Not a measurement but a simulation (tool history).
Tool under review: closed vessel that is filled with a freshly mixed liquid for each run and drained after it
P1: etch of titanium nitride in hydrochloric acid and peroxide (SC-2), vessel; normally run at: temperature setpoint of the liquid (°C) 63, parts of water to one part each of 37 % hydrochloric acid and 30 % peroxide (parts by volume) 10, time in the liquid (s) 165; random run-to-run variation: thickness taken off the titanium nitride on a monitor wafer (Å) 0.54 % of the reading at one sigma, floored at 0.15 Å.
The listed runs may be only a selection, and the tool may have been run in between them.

run,hour,temperature setpoint of the liquid (°C),parts of water to one part each of 37 % hydrochloric acid and 30 % peroxide (parts by volume),time in the liquid (s),hours since the thermometer was replaced,hours since the chemicals flow meter was replaced,hours since the drum of peroxide was connected,thickness taken off the titanium nitride on a monitor wafer (Å)
1,5,63,10,165,551.9,499.6,265.7,96.715
2,11.1,63,10,50,558,505.7,271.8,29.545
3,15.7,63,4,305,562.6,510.3,276.4,355.33
4,24,63,10,165,570.9,518.6,284.7,98.089
5,28.3,63,10,165,575.2,522.9,289,96.994
6,35.6,63,4,165,582.5,530.2,296.3,193.89
7,39.3,63,10,310,586.2,533.9,300,182.84
8,46.7,63,6,35,593.6,541.3,307.4,30.864
9,51.6,63,10,165,598.5,546.2,312.3,97.852
10,59.4,63,10,165,606.3,554,320.1,97.062
11,67.4,63,10,165,614.3,562,328.1,98.072
12,71,72,10,165,617.9,565.6,331.7,168.4
13,74.6,47,10,165,621.5,569.2,335.3,34.669
14,79,63,10,165,625.9,573.6,339.7,97.138
15,83.8,63,17,165,630.7,578.4,344.5,61.902
16,89.7,63,10,165,636.6,584.3,350.4,97.239
17,97.7,63,10,165,644.6,592.3,358.4,99.728
18,103.6,63,10,165,650.5,598.2,364.3,101.04
19,107.3,63,10,165,654.2,601.9,368,102.97
20,111.6,63,10,165,658.5,606.2,372.3,103.13
21,119.4,63,10,165,666.3,614,380.1,103.95
22,124.7,63,10,165,671.6,619.3,385.4,103.42
23,131,63,10,165,677.9,625.6,391.7,104.56
24,138.8,63,10,165,685.7,633.4,399.5,104.87
25,144.9,63,10,165,691.8,639.5,405.6,104.23
26,150.8,63,10,165,697.7,645.4,411.5,105.4

What P1 gives has crept away from where it was. These 2 causes fit the log equally well, each at the size given:
A: chemicals flow above the setpoint (%) = 8.9
B: liquid hotter than its thermometer reads (K) = 1.15
Onset of the creep was near hour 89.7.
Ruled out, with reasons:
peroxide weaker than its label (%): capped at 8; at that size thickness taken off the titanium nitride on a monitor wafer (Å) would change by -7.4 %, too little to explain the creep or opposite to it

Which of the 4 check runs listed below, each an average over 5 wafers with its results shown as question marks, gives clearly different results under the different listed causes?
check 1,156.7,52,10,165,,,,?
check 2,156.7,47.5,4,165,,,,?
check 3,156.7,72,10,55,,,,?
check 4,156.7,54.5,16,165,,,,?

How each check would come out, cause by cause:
check,result,if A,if B
check 1,thickness taken off the titanium nitride on a monitor wafer (Å),51.934,52.192
check 2,thickness taken off the titanium nitride on a monitor wafer (Å),75.802,77.454
check 3,thickness taken off the titanium nitride on a monitor wafer (Å),59.871,59.661
check 4,thickness taken off the titanium nitride on a monitor wafer (Å),40.969,40.924
Distance between the nearest two causes, measured in the result of the check that separates them most: check 1 0.5 %; check 2 2.16 %; check 3 0.35 %; check 4 0.11 %
Of the check runs offered, only check 2 discriminates between the causes; the rest would read about the same regardless of which cause applies.

Check 2 was then run and gave: thickness taken off the titanium nitride on a monitor wafer (Å) 75.647. Which cause is it?

A is the cause: chemicals flow above the setpoint (%).
